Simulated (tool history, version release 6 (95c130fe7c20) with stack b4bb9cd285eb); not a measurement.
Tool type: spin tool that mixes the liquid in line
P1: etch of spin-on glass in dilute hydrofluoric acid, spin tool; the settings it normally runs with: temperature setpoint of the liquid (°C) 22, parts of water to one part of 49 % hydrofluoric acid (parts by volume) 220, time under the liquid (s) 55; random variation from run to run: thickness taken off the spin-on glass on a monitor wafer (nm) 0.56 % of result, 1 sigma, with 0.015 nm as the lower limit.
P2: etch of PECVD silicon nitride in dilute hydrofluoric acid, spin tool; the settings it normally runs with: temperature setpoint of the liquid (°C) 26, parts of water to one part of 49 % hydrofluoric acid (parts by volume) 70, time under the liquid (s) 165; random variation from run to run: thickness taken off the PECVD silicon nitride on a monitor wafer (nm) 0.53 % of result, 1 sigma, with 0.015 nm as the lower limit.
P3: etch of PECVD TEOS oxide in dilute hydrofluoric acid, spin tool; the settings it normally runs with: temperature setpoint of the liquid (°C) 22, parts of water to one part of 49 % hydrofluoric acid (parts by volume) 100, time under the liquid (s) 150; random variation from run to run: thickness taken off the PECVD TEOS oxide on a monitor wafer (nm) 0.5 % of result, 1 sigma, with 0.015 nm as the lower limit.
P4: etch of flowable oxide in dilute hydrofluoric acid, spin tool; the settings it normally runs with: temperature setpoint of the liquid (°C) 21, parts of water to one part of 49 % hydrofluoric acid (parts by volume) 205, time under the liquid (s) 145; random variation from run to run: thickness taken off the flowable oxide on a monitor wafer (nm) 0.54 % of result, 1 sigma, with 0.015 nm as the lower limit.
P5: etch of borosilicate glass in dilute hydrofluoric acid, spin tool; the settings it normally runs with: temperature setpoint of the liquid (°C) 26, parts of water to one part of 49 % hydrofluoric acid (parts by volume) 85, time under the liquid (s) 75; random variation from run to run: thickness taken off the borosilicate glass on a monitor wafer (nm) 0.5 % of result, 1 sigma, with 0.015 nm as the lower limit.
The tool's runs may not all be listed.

run	hour	process that ran	temperature setpoint of the liquid (°C)	parts of water to one part of 49 % hydrofluoric acid (parts by volume)	time under the liquid (s)	hours since the thermometer was replaced	hours since the hydrofluoric acid flow meter was replaced	thickness taken off the spin-on glass on a monitor wafer (nm)	thickness taken off the borosilicate glass on a monitor wafer (nm)	thickness taken off the PECVD TEOS oxide on a monitor wafer (nm)	thickness taken off the PECVD silicon nitride on a monitor wafer (nm)	thickness taken off the flowable oxide on a monitor wafer (nm)
1	10.8	P1	22	220	55	548	287.5	8.5654				
2	19.6	P5	26	85	145	556.8	296.3		44.296			
3	29.5	P3	22	100	255	566.7	306.2			54.928		
4	47.3	P1	22	310	55	584.5	324	5.5219				
5	64.6	P3	22	100	150	601.8	341.3			32.054		
6	82.1	P1	22	340	105	619.3	358.8	9.4008				
7	90.7	P3	29.5	100	150	627.9	367.4			42.79		
8	105.6	P1	22	220	55	642.8	382.3	8.4346				
9	122.9	P1	22	220	20	660.1	399.6	3.0558				
10	141.8	P1	17	220	55	679	418.5	7.006				
11	154.8	P2	26	70	15	692	431.5				0.41818	
12	169.8	P5	20	85	75	707	446.5		17.681			
13	181.5	P4	21	205	30	718.7	458.2					6.0975
14	198.9	P3	22	180	150	736.1	475.6			16.327		
15	218.2	P4	21	205	145	755.4	494.9					29.518
16	233.7	P2	33.5	70	165	770.9	510.4				7.7869	
17	247.2	P5	26	85	75	784.4	523.9		22.523			
18	262.6	P1	29.5	220	55	799.8	539.3	11.181				
19	274	P5	26	150	75	811.2	550.7		11.906			
20	292.9	P1	22	60	55	830.1	569.6	36.981				
# hour 297.1: thermometer replaced
21	307	P4	21	125	145	10	583.7					53.044
22	316.5	P1	22	220	55	19.5	593.2	8.4826				
23	326.1	P1	17	335	55	29.1	602.8	4.1468				
24	336.3	P4	17	205	145	39.3	613					25.081
25	351.8	P3	22	100	150	54.8	628.5			32.461		
26	368.8	P1	22	220	55	71.8	645.5	8.5222				
27	381.8	P1	22	220	55	84.8	658.5	8.6132				

What does the tool deliver on the next run?
28	393.9	P1	22	220	95	96.9	670.6	?				

{"run 28": {"thickness taken off the spin-on glass on a monitor wafer (nm)": 14.689}}

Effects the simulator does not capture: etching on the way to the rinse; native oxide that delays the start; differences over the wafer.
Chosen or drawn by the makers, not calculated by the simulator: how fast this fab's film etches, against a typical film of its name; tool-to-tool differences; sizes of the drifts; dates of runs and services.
